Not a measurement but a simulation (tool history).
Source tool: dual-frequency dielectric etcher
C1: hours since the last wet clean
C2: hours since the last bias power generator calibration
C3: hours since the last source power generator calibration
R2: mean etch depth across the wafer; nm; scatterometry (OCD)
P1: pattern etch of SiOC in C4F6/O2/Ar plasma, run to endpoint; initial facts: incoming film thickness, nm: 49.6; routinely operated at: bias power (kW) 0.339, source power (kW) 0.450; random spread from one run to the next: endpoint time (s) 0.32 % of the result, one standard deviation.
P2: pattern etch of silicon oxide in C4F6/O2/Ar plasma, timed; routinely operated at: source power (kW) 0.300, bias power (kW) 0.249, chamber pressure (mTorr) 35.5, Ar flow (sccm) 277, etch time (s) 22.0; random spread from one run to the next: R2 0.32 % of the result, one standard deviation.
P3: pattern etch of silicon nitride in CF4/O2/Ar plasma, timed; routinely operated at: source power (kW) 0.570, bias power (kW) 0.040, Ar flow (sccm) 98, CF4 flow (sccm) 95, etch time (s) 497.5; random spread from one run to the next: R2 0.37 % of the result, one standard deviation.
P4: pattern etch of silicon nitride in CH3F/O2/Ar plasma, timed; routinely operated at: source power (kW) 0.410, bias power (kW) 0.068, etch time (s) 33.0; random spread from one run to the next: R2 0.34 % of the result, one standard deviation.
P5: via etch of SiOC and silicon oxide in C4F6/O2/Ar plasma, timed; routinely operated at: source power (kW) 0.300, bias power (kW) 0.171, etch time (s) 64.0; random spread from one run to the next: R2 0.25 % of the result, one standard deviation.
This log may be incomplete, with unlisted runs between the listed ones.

{"run": 1, "hour": 9.6, "process that ran": "P1", "bias power (kW)": 0.339, "source power (kW)": 0.45, "C1": 312.9, "C2": 313.3, "C3": 539.0, "endpoint time (s)": 18.505}
{"run": 2, "hour": 23.0, "process that ran": "P1", "bias power (kW)": 0.339, "source power (kW)": 0.45, "C1": 326.3, "C2": 326.7, "C3": 552.4, "endpoint time (s)": 18.524}
{"run": 3, "hour": 33.9, "process that ran": "P2", "bias power (kW)": 0.249, "source power (kW)": 0.3, "chamber pressure (mTorr)": 35.5, "Ar flow (sccm)": 277, "etch time (s)": 22.0, "C1": 337.2, "C2": 337.6, "C3": 563.3, "R2": 69.046}
{"run": 4, "hour": 41.0, "process that ran": "P1", "bias power (kW)": 0.472, "source power (kW)": 0.45, "C1": 344.3, "C2": 344.7, "C3": 570.4, "endpoint time (s)": 16.42}
{"run": 5, "hour": 51.1, "process that ran": "P2", "bias power (kW)": 0.249, "source power (kW)": 0.3, "chamber pressure (mTorr)": 45.5, "Ar flow (sccm)": 277, "etch time (s)": 22.0, "C1": 354.4, "C2": 354.8, "C3": 580.5, "R2": 67.04}
{"run": 6, "hour": 63.4, "process that ran": "P1", "bias power (kW)": 0.339, "source power (kW)": 0.33, "C1": 366.7, "C2": 367.1, "C3": 592.8, "endpoint time (s)": 20.741}
{"run": 7, "hour": 69.6, "process that ran": "P3", "bias power (kW)": 0.04, "source power (kW)": 0.73, "Ar flow (sccm)": 98, "etch time (s)": 497.5, "CF4 flow (sccm)": 95, "C1": 372.9, "C2": 373.3, "C3": 599.0, "R2": 1225.8}
{"run": 8, "hour": 76.8, "process that ran": "P2", "bias power (kW)": 0.249, "source power (kW)": 0.2, "chamber pressure (mTorr)": 35.5, "Ar flow (sccm)": 277, "etch time (s)": 22.0, "C1": 380.1, "C2": 380.5, "C3": 606.2, "R2": 59.034}
{"run": 9, "hour": 89.0, "process that ran": "P5", "bias power (kW)": 0.171, "source power (kW)": 0.3, "etch time (s)": 42.0, "C1": 392.3, "C2": 392.7, "C3": 618.4, "R2": 41.747}
{"run": 10, "hour": 100.3, "process that ran": "P5", "bias power (kW)": 0.171, "source power (kW)": 0.3, "etch time (s)": 64.0, "C1": 403.6, "C2": 404.0, "C3": 629.7, "R2": 63.726}
{"run": 11, "hour": 112.9, "process that ran": "P2", "bias power (kW)": 0.249, "source power (kW)": 0.3, "chamber pressure (mTorr)": 35.5, "Ar flow (sccm)": 277, "etch time (s)": 29.5, "C1": 416.2, "C2": 416.6, "C3": 642.3, "R2": 92.902}
{"run": 12, "hour": 121.9, "process that ran": "P1", "bias power (kW)": 0.339, "source power (kW)": 0.45, "C1": 425.2, "C2": 425.6, "C3": 651.3, "endpoint time (s)": 18.502}
{"run": 13, "hour": 129.5, "process that ran": "P5", "bias power (kW)": 0.171, "source power (kW)": 0.3, "etch time (s)": 64.0, "C1": 432.8, "C2": 433.2, "C3": 658.9, "R2": 63.393}
{"run": 14, "hour": 136.7, "process that ran": "P4", "bias power (kW)": 0.068, "source power (kW)": 0.41, "etch time (s)": 33.0, "C1": 440.0, "C2": 440.4, "C3": 666.1, "R2": 23.475}
{"run": 15, "hour": 143.6, "process that ran": "P5", "bias power (kW)": 0.205, "source power (kW)": 0.3, "etch time (s)": 64.0, "C1": 446.9, "C2": 447.3, "C3": 673.0, "R2": 67.453}
{"run": 16, "hour": 153.0, "process that ran": "P3", "bias power (kW)": 0.04, "source power (kW)": 0.57, "Ar flow (sccm)": 98, "etch time (s)": 637.5, "CF4 flow (sccm)": 95, "C1": 456.3, "C2": 456.7, "C3": 682.4, "R2": 1266.5}
{"run": 17, "hour": 165.9, "process that ran": "P2", "bias power (kW)": 0.304, "source power (kW)": 0.3, "chamber pressure (mTorr)": 35.5, "Ar flow (sccm)": 277, "etch time (s)": 22.0, "C1": 469.2, "C2": 469.6, "C3": 695.3, "R2": 73.66}
{"run": 18, "hour": 178.7, "process that ran": "P4", "bias power (kW)": 0.068, "source power (kW)": 0.41, "etch time (s)": 23.0, "C1": 482.0, "C2": 482.4, "C3": 708.1, "R2": 16.328}
{"run": 19, "hour": 184.6, "process that ran": "P2", "bias power (kW)": 0.249, "source power (kW)": 0.3, "chamber pressure (mTorr)": 35.5, "Ar flow (sccm)": 277, "etch time (s)": 22.0, "C1": 487.9, "C2": 488.3, "C3": 714.0, "R2": 68.695}
{"run": 20, "hour": 195.8, "process that ran": "P1", "bias power (kW)": 0.339, "source power (kW)": 0.55, "C1": 499.1, "C2": 499.5, "C3": 725.2, "endpoint time (s)": 17.194}
{"run": 21, "hour": 204.9, "process that ran": "P2", "bias power (kW)": 0.249, "source power (kW)": 0.3, "chamber pressure (mTorr)": 35.5, "Ar flow (sccm)": 380, "etch time (s)": 22.0, "C1": 508.2, "C2": 508.6, "C3": 734.3, "R2": 66.529}
{"run": 22, "hour": 215.2, "process that ran": "P4", "bias power (kW)": 0.068, "source power (kW)": 0.52, "etch time (s)": 33.0, "C1": 518.5, "C2": 518.9, "C3": 744.6, "R2": 25.572}
{"run": 23, "hour": 222.6, "process that ran": "P1", "bias power (kW)": 0.339, "source power (kW)": 0.45, "C1": 525.9, "C2": 526.3, "C3": 752.0, "endpoint time (s)": 18.488}
{"run": 24, "hour": 230.0, "process that ran": "P1", "bias power (kW)": 0.271, "source power (kW)": 0.54, "C1": 533.3, "C2": 533.7, "C3": 759.4, "endpoint time (s)": 18.646}
{"run": 25, "hour": 243.4, "process that ran": "P3", "bias power (kW)": 0.04, "source power (kW)": 0.57, "Ar flow (sccm)": 98, "etch time (s)": 497.5, "CF4 flow (sccm)": 70, "C1": 546.7, "C2": 547.1, "C3": 772.8, "R2": 942.2}
{"run": 26, "hour": 256.5, "process that ran": "P3", "bias power (kW)": 0.026, "source power (kW)": 0.57, "Ar flow (sccm)": 98, "etch time (s)": 497.5, "CF4 flow (sccm)": 95, "C1": 559.8, "C2": 560.2, "C3": 785.9, "R2": 855.59}
{"run": 27, "hour": 266.1, "process that ran": "P1", "bias power (kW)": 0.339, "source power (kW)": 0.45, "C1": 569.4, "C2": 569.8, "C3": 795.5, "endpoint time (s)": 18.501}
{"run": 28, "hour": 274.7, "process that ran": "P1", "bias power (kW)": 0.272, "source power (kW)": 0.55, "C1": 578.0, "C2": 578.4, "C3": 804.1, "endpoint time (s)": 18.415}
{"run": 29, "hour": 286.7, "process that ran": "P1", "bias power (kW)": 0.264, "source power (kW)": 0.45, "C1": 590.0, "C2": 590.4, "C3": 816.1, "endpoint time (s)": 20.125}
{"run": 30, "hour": 298.6, "process that ran": "P3", "bias power (kW)": 0.04, "source power (kW)": 0.57, "Ar flow (sccm)": 78, "etch time (s)": 497.5, "CF4 flow (sccm)": 95, "C1": 601.9, "C2": 602.3, "C3": 828.0, "R2": 1017.9}
{"run": 31, "hour": 307.1, "process that ran": "P4", "bias power (kW)": 0.053, "source power (kW)": 0.41, "etch time (s)": 33.0, "C1": 610.4, "C2": 610.8, "C3": 836.5, "R2": 21.646}
{"run": 32, "hour": 314.0, "process that ran": "P3", "bias power (kW)": 0.04, "source power (kW)": 0.57, "Ar flow (sccm)": 98, "etch time (s)": 497.5, "CF4 flow (sccm)": 95, "C1": 617.3, "C2": 617.7, "C3": 843.4, "R2": 983.31}
{"run": 33, "hour": 322.8, "process that ran": "P5", "bias power (kW)": 0.171, "source power (kW)": 0.41, "etch time (s)": 64.0, "C1": 626.1, "C2": 626.5, "C3": 852.2, "R2": 71.553}
{"run": 34, "hour": 332.2, "process that ran": "P4", "bias power (kW)": 0.068, "source power (kW)": 0.41, "etch time (s)": 33.0, "C1": 635.5, "C2": 635.9, "C3": 861.6, "R2": 23.627}
{"run": 35, "hour": 339.8, "process that ran": "P1", "bias power (kW)": 0.339, "source power (kW)": 0.45, "C1": 643.1, "C2": 643.5, "C3": 869.2, "endpoint time (s)": 18.535}
{"run": 36, "hour": 347.1, "process that ran": "P1", "bias power (kW)": 0.339, "source power (kW)": 0.45, "C1": 650.4, "C2": 650.8, "C3": 876.5, "endpoint time (s)": 18.687}
{"run": 37, "hour": 358.4, "process that ran": "P1", "bias power (kW)": 0.339, "source power (kW)": 0.45, "C1": 661.7, "C2": 662.1, "C3": 887.8, "endpoint time (s)": 18.72}
{"run": 38, "hour": 364.6, "process that ran": "P1", "bias power (kW)": 0.339, "source power (kW)": 0.45, "C1": 667.9, "C2": 668.3, "C3": 894.0, "endpoint time (s)": 18.853}
{"run": 39, "hour": 373.2, "process that ran": "P1", "bias power (kW)": 0.339, "source power (kW)": 0.45, "C1": 676.5, "C2": 676.9, "C3": 902.6, "endpoint time (s)": 18.773}
{"run": 40, "hour": 380.5, "process that ran": "P1", "bias power (kW)": 0.339, "source power (kW)": 0.45, "C1": 683.8, "C2": 684.2, "C3": 909.9, "endpoint time (s)": 18.744}
{"hour": 390.8, "done": "wet clean of the chamber"}
{"run": 41, "hour": 391.9, "process that ran": "P1", "bias power (kW)": 0.339, "source power (kW)": 0.45, "C1": 1.1, "C2": 695.6, "C3": 921.3, "endpoint time (s)": 18.661}
{"run": 42, "hour": 401.8, "process that ran": "P1", "bias power (kW)": 0.339, "source power (kW)": 0.45, "C1": 11.0, "C2": 705.5, "C3": 931.2, "endpoint time (s)": 18.789}
{"run": 43, "hour": 409.1, "process that ran": "P1", "bias power (kW)": 0.339, "source power (kW)": 0.45, "C1": 18.3, "C2": 712.8, "C3": 938.5, "endpoint time (s)": 18.796}

The output of P1 has drifted from where it used to be. Each of the 2 causes below, taken at the size shown beside it, accounts for the log equally well:
A: bias power that arrives under what is set, % = 4.52
B: source power that arrives under what is set, % = 4.18
The creep began at about hour 339.8.
The rest of the possible causes, and what rules out each one:
chamber walls in a state that lowers the etch rate, %: serviced at hour 390.8, which brought nothing back

Which of the check runs below tells the causes apart, meaning the causes would give it clearly different results? Each run uses 2 wafers whose results are averaged, and each result is shown as a question mark.
{"run": "check 1", "hour": 416.4, "process that ran": "P5", "bias power (kW)": 0.171, "source power (kW)": 0.3, "etch time (s)": 64.0, "R2": "?"}
{"run": "check 2", "hour": 416.4, "process that ran": "P4", "bias power (kW)": 0.068, "source power (kW)": 0.41, "etch time (s)": 33.0, "R2": "?"}
{"run": "check 3", "hour": 416.4, "process that ran": "P3", "bias power (kW)": 0.04, "source power (kW)": 0.57, "Ar flow (sccm)": 98, "etch time (s)": 497.5, "CF4 flow (sccm)": 95, "R2": "?"}
{"run": "check 4", "hour": 416.4, "process that ran": "P2", "bias power (kW)": 0.249, "source power (kW)": 0.3, "chamber pressure (mTorr)": 35.5, "Ar flow (sccm)": 277, "etch time (s)": 22.0, "R2": "?"}

What every check run would give for each of its results, assuming each possible cause in turn:
check=check_1 result=R2 if_A=62.559 if_B=62.464
check=check_2 result=R2 if_A=23.104 if_B=23.087
check=check_3 result=R2 if_A=974.140 if_B=953.700
check=check_4 result=R2 if_A=67.764 if_B=67.737
Minimum pairwise separation of causes per check, each pair taken at its best-separating result: check 1 0.15 %; check 2 0.07 %; check 3 2.12 %; check 4 0.04 %
Check 3 distinguishes between the causes, while the remaining checks would return nearly the same result for all of them.

Check 3 was then run and gave: R2 956.810 nm. Which cause is it?

The correct cause is B, namely: source power that arrives under what is set, %.

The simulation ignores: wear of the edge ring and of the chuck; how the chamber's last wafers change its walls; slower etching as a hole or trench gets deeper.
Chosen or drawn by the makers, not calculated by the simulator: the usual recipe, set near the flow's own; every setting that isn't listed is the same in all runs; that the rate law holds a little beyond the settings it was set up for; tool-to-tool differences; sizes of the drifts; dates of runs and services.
